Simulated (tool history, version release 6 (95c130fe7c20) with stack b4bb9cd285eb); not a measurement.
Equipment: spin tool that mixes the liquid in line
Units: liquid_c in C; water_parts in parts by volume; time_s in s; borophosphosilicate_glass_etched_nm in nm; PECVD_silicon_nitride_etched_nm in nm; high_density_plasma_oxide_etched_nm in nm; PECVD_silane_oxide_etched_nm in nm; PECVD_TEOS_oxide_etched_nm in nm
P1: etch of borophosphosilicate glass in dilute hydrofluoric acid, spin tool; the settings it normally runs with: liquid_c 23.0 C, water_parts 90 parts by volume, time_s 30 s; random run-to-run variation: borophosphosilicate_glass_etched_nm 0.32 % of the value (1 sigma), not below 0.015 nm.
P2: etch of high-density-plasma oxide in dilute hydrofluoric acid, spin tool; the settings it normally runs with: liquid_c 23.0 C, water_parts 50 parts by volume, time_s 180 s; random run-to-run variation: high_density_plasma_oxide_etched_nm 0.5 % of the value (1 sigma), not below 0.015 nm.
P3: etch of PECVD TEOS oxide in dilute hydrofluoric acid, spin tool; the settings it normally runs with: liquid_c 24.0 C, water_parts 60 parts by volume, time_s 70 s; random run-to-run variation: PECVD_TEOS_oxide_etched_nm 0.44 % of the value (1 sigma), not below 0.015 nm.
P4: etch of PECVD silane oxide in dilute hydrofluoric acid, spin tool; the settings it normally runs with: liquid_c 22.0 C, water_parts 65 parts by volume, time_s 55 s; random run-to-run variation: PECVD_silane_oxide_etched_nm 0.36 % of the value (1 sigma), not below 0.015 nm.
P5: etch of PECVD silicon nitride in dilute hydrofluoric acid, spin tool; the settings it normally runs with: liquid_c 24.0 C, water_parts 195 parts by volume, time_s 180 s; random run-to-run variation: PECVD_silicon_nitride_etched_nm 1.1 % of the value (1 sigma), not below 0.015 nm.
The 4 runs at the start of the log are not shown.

run    day  process  liquid_c  water_parts  time_s  hours since the thermometer was replaced  hours since the hydrofluoric acid flow meter was replaced  borophosphosilicate_glass_etched_nm  PECVD_silicon_nitride_etched_nm  high_density_plasma_oxide_etched_nm  PECVD_silane_oxide_etched_nm  PECVD_TEOS_oxide_etched_nm
  5  1.471       P5      24.0          195     180                                     381.9                                                     1316.1                                                               2.10830
  6  1.712       P2      23.0           50     180                                     387.7                                                     1321.9                                                                                                    26.2370
  7  2.050       P4      22.0           65      55                                     395.8                                                     1330.0                                                                                                                                   22.493
  8  2.262       P3      24.0           60      70                                     400.9                                                     1335.1                                                                                                                                                               23.852
     2.400  -- hydrofluoric acid flow meter replaced
  9  2.692       P5      24.0          195      60                                     411.2                                                        7.1                                                               0.69625
 10  3.112       P3      30.5           60      70                                     421.3                                                       17.2                                                                                                                                                               30.671
 11  3.483       P1      23.0           90      30                                     430.2                                                       26.1                              15.5620
 12  3.829       P4      30.0           65      55                                     438.5                                                       34.4                                                                                                                                   30.891
 13  4.088       P4      22.0           65     105                                     444.7                                                       40.6                                                                                                                                   43.286
 14  4.467       P2      23.0           50      50                                     453.8                                                       49.7                                                                                                     7.2327
 15  4.688       P3      24.0           60     135                                     459.1                                                       55.0                                                                                                                                                               45.973
 16  5.067       P2      23.0           50     180                                     468.2                                                       64.1                                                                                                    26.1520
 17  5.342       P3      24.0           60      70                                     474.8                                                       70.7                                                                                                                                                               23.649
 18  5.629       P1      23.0          150      30                                     481.7                                                       77.6                               8.7400
 19  6.046       P1      30.0           90      30                                     491.7                                                       87.6                              20.4780
 20  6.304       P2      23.0           90     180                                     497.9                                                       93.8                                                                                                    14.0110
 21  6.596       P1      17.0           90      30                                     504.9                                                      100.8                              12.1850
 22  6.992       P2      17.0           50     180                                     514.4                                                      110.3                                                                                                    20.4070
 23  7.288       P5      17.0          195     180                                     521.5                                                      117.4                                                               1.31460
 24  7.604       P1      23.0           90      30                                     529.1                                                      125.0                              15.6270
 25  7.875       P5      24.0           30     180                                     535.6                                                      131.5                                                              13.22300
 26  8.150       P1      23.0           90      50                                     542.2                                                      138.1                              26.0320
 27  8.562       P4      22.0           30      55                                     552.1                                                      148.0                                                                                                                                   51.106
 28  8.925       P1      23.0           90      30                                     560.8                                                      156.7                              15.6590
 29  9.183       P1      29.0           90      15                                     567.0                                                      162.9                               9.9004

Run 30 comes next. What will it give?
 30  9.529       P3      24.0          105      70                                     575.3                                                      171.2                                                                                                                                                                    ?

{"run 30": {"PECVD_TEOS_oxide_etched_nm": 12.796}}
